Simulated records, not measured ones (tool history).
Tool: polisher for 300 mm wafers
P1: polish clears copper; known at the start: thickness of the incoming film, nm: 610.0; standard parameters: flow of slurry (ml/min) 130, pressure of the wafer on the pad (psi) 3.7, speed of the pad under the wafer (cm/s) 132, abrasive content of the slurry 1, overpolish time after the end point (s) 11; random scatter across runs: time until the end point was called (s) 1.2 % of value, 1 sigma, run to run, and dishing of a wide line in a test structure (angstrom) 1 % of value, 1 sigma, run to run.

run	hour	flow of slurry (ml/min)	pressure of the wafer on the pad (psi)	speed of the pad under the wafer (cm/s)	abrasive content of the slurry	overpolish time after the end point (s)	wafers polished on this pad	hours since the slurry nozzle was cleaned	hours since the head pressure was calibrated	hours since the slurry blender was calibrated	time until the end point was called (s)	dishing of a wide line in a test structure (angstrom)
1	7.4	130	3.7	132	1	11	400	320.8	577	404.7	117.81	395.14
2	15.4	130	3.7	132	1	20	450	328.8	585	412.7	119.95	623.88
3	20.8	130	1.7	132	1	11	484	334.2	590.4	418.1	256.89	199.97
4	28.4	130	5.5	132	1	11	532	341.8	598	425.7	78.844	556.07
5	39.8	130	3.7	60	1	11	603	353.2	609.4	437.1	260.83	202.04
6	48.4	80	3.7	132	1	11	658	361.8	618	445.7	130.72	358.67
7	55.3	130	3.7	132	1	11	701	368.7	624.9	452.6	118.62	393.1
8	65.1	130	3.7	132	1	6	762	378.5	634.7	462.4	119.34	228.62
9	70.7	180	3.7	132	1	11	798	384.1	640.3	468	112.62	406.98
10	81.3	95	3.7	132	1.35	11	864	394.7	650.9	478.6	119.38	389.89
11	90.5	130	3.7	132	1	11	922	403.9	660.1	487.8	119.84	395.93
12	102.4	130	3.7	132	1	11	997	415.8	672	499.7	115.12	390.58
13	108.5	130	3.7	132	1	11	1035	421.9	678.1	505.8	118.85	398.07
14	116.7	130	3.7	132	1	11	1087	430.1	686.3	514	119.75	393.97
15	128.2	130	3.7	178	1	11	1159	441.6	697.8	525.5	86.166	493.04
16	138	130	3.7	132	1.25	11	1221	451.4	707.6	535.3	113.6	411.37
17	145.4	130	3.7	132	0.6	11	1267	458.8	715	542.7	133.67	362.41
18	153.1	130	3.7	132	1	11	1316	466.5	722.7	550.4	120.28	389.89

The next listed run, before its measurement:
19	160.7	130	3.7	132	1	11	1363	474.1	730.3	558	?	?

{"run 19": {"time until the end point was called (s)": 124.61, "dishing of a wide line in a test structure (angstrom)": 380.24}}
